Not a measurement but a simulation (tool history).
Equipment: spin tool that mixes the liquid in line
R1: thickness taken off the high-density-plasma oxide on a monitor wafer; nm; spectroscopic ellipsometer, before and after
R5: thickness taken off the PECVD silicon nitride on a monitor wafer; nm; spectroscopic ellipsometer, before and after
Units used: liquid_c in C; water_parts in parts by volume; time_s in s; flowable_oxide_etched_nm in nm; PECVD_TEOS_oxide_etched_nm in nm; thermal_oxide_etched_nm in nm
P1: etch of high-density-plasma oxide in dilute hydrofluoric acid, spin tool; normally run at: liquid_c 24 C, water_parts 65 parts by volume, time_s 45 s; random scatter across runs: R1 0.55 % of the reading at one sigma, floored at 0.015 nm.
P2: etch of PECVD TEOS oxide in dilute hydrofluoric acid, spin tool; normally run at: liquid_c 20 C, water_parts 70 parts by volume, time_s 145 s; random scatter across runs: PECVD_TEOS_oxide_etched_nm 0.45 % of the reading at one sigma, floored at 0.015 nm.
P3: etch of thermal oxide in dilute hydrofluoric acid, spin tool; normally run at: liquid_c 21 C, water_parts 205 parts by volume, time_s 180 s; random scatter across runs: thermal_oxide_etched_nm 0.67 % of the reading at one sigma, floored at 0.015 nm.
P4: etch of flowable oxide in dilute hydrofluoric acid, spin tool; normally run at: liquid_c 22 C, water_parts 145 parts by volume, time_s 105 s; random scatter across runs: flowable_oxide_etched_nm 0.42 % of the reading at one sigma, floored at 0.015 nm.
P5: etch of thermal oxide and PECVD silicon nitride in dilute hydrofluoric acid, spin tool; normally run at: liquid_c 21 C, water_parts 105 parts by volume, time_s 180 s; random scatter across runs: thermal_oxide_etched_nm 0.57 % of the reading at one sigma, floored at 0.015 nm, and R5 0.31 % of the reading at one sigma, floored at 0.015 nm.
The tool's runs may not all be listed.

Run 1, hour 11.9: process P1, liquid_c 24 C, water_parts 65 parts by volume, time_s 45 s. Result: R1 4.4051 nm.
Run 2, hour 22.9: process P4, liquid_c 22 C, water_parts 145 parts by volume, time_s 170 s. Result: flowable_oxide_etched_nm 48.092 nm.
Run 3, hour 32.5: process P1, liquid_c 17 C, water_parts 65 parts by volume, time_s 45 s. Result: R1 3.3014 nm.
Run 4, hour 41.9: process P1, liquid_c 29 C, water_parts 65 parts by volume, time_s 45 s. Result: R1 5.3841 nm.
Run 5, hour 54.9: process P1, liquid_c 24 C, water_parts 65 parts by volume, time_s 45 s. Result: R1 4.4619 nm.
Run 6, hour 64.1: process P2, liquid_c 17 C, water_parts 70 parts by volume, time_s 145 s. Result: PECVD_TEOS_oxide_etched_nm 13.996 nm.
Run 7, hour 73.6: process P2, liquid_c 20 C, water_parts 70 parts by volume, time_s 40 s. Result: PECVD_TEOS_oxide_etched_nm 4.3323 nm.
Run 8, hour 84.5: process P1, liquid_c 24 C, water_parts 65 parts by volume, time_s 45 s. Result: R1 4.4634 nm.
Run 9, hour 96.1: process P1, liquid_c 24 C, water_parts 65 parts by volume, time_s 80 s. Result: R1 7.8701 nm.
Run 10, hour 106.1: process P2, liquid_c 20 C, water_parts 100 parts by volume, time_s 145 s. Result: PECVD_TEOS_oxide_etched_nm 10.72 nm.
Run 11, hour 117.8: process P3, liquid_c 27 C, water_parts 205 parts by volume, time_s 180 s. Result: thermal_oxide_etched_nm 3.9936 nm.
Run 12, hour 128.2: process P5, liquid_c 21 C, water_parts 40 parts by volume, time_s 180 s. Result: thermal_oxide_etched_nm 20.438 nm, R5 20.926 nm.
Run 13, hour 142.5: process P3, liquid_c 21 C, water_parts 80 parts by volume, time_s 180 s. Result: thermal_oxide_etched_nm 9.3857 nm.
Run 14, hour 151.8: process P1, liquid_c 24 C, water_parts 115 parts by volume, time_s 80 s. Result: R1 4.1867 nm.
Run 15, hour 162.5: process P3, liquid_c 21 C, water_parts 205 parts by volume, time_s 180 s. Result: thermal_oxide_etched_nm 3.1923 nm.
Run 16, hour 173.5: process P1, liquid_c 24 C, water_parts 65 parts by volume, time_s 25 s. Result: R1 2.4805 nm.
Run 17, hour 182.6: process P1, liquid_c 24 C, water_parts 95 parts by volume, time_s 45 s. Result: R1 2.9226 nm.
Run 18, hour 189.3: process P5, liquid_c 21 C, water_parts 105 parts by volume, time_s 180 s. Result: thermal_oxide_etched_nm 7.2283 nm, R5 8.1194 nm.
Run 19, hour 200.4: process P1, liquid_c 24 C, water_parts 65 parts by volume, time_s 45 s. Result: R1 4.4451 nm.
Run 20, hour 210.5: process P4, liquid_c 30 C, water_parts 145 parts by volume, time_s 105 s. Result: flowable_oxide_etched_nm 39.865 nm.
Run 21, hour 218.1: process P1, liquid_c 24 C, water_parts 20 parts by volume, time_s 45 s. Result: R1 15.367 nm.
Run 22, hour 231.2: process P4, liquid_c 22 C, water_parts 145 parts by volume, time_s 105 s. Result: flowable_oxide_etched_nm 29.414 nm.
Run 23, hour 245.6: process P2, liquid_c 20 C, water_parts 70 parts by volume, time_s 145 s. Result: PECVD_TEOS_oxide_etched_nm 15.73 nm.
Run 24, hour 255.4: process P5, liquid_c 21 C, water_parts 105 parts by volume, time_s 320 s. Result: thermal_oxide_etched_nm 12.814 nm, R5 14.397 nm.
Run 25, hour 261.9: process P5, liquid_c 27.5 C, water_parts 105 parts by volume, time_s 180 s. Result: thermal_oxide_etched_nm 9.275 nm, R5 12.476 nm.
Run 26, hour 274.1: process P3, liquid_c 21 C, water_parts 205 parts by volume, time_s 360 s. Result: thermal_oxide_etched_nm 6.4266 nm.
Run 27, hour 287.5: process P1, liquid_c 24 C, water_parts 65 parts by volume, time_s 45 s. Result: R1 4.5149 nm.
Run 28, hour 295.4: process P4, liquid_c 22 C, water_parts 35 parts by volume, time_s 105 s. Result: flowable_oxide_etched_nm 140.04 nm.
Run 29, hour 305.7: process P1, liquid_c 24 C, water_parts 65 parts by volume, time_s 45 s. Result: R1 4.4288 nm.
Run 30, hour 318.9: process P1, liquid_c 24 C, water_parts 65 parts by volume, time_s 45 s. Result: R1 4.6433 nm.
Run 31, hour 326: process P1, liquid_c 24 C, water_parts 65 parts by volume, time_s 45 s. Result: R1 4.7206 nm.
Run 32, hour 332.8: process P1, liquid_c 24 C, water_parts 65 parts by volume, time_s 45 s. Result: R1 4.7725 nm.
Run 33, hour 345.8: process P1, liquid_c 24 C, water_parts 65 parts by volume, time_s 45 s. Result: R1 4.7535 nm.
Run 34, hour 353.2: process P1, liquid_c 24 C, water_parts 65 parts by volume, time_s 45 s. Result: R1 4.8046 nm.
Run 35, hour 366.5: process P1, liquid_c 24 C, water_parts 65 parts by volume, time_s 45 s. Result: R1 4.8516 nm.
Run 36, hour 373.1: process P1, liquid_c 24 C, water_parts 65 parts by volume, time_s 45 s. Result: R1 4.8866 nm.
Run 37, hour 383: process P1, liquid_c 24 C, water_parts 65 parts by volume, time_s 45 s. Result: R1 4.9041 nm.

Something has made what P1 gives creep away from where it was; the 2 causes below, each at its own stated size, fit the log equally well:
A: liquid hotter than its thermometer reads (K) = 2.27
B: hydrofluoric acid flow above the setpoint (%) = 8.81
The creep began at about hour 305.7.

Below are 4 check runs, each on a single wafer, with their results shown as question marks. Which of them would tell the listed causes apart, meaning the causes would give clearly different results under it?
Run check 1, hour 392.9: process P5, liquid_c 26.5 C, water_parts 105 parts by volume, time_s 180 s. Result: thermal_oxide_etched_nm ?, R5 ?.
Run check 2, hour 392.9: process P3, liquid_c 21 C, water_parts 120 parts by volume, time_s 355 s. Result: thermal_oxide_etched_nm ?.
Run check 3, hour 392.9: process P4, liquid_c 25.5 C, water_parts 45 parts by volume, time_s 105 s. Result: flowable_oxide_etched_nm ?.
Run check 4, hour 392.9: process P2, liquid_c 17 C, water_parts 70 parts by volume, time_s 145 s. Result: PECVD_TEOS_oxide_etched_nm ?.

Expected result of each check under each candidate cause:
  check                      result    if A    if B
check 1     thermal_oxide_etched_nm  9.7628  9.8495
check 1                          R5  13.544  12.744
check 2     thermal_oxide_etched_nm  12.917  12.983
check 3    flowable_oxide_etched_nm     136  135.66
check 4  PECVD_TEOS_oxide_etched_nm  15.333  15.242
How far apart the two closest causes lie, in the result that separates them most: check 1 6.09 %; check 2 0.51 %; check 3 0.25 %; check 4 0.59 %
The other checks would show nearly matching results whichever cause is true, so check 1 is the only one that separates the causes.

Check 1 has now been run. It gave: thermal_oxide_etched_nm 9.7566 nm; R5 13.488 nm. Which of the candidate causes is it?

It is A: liquid hotter than its thermometer reads (K).

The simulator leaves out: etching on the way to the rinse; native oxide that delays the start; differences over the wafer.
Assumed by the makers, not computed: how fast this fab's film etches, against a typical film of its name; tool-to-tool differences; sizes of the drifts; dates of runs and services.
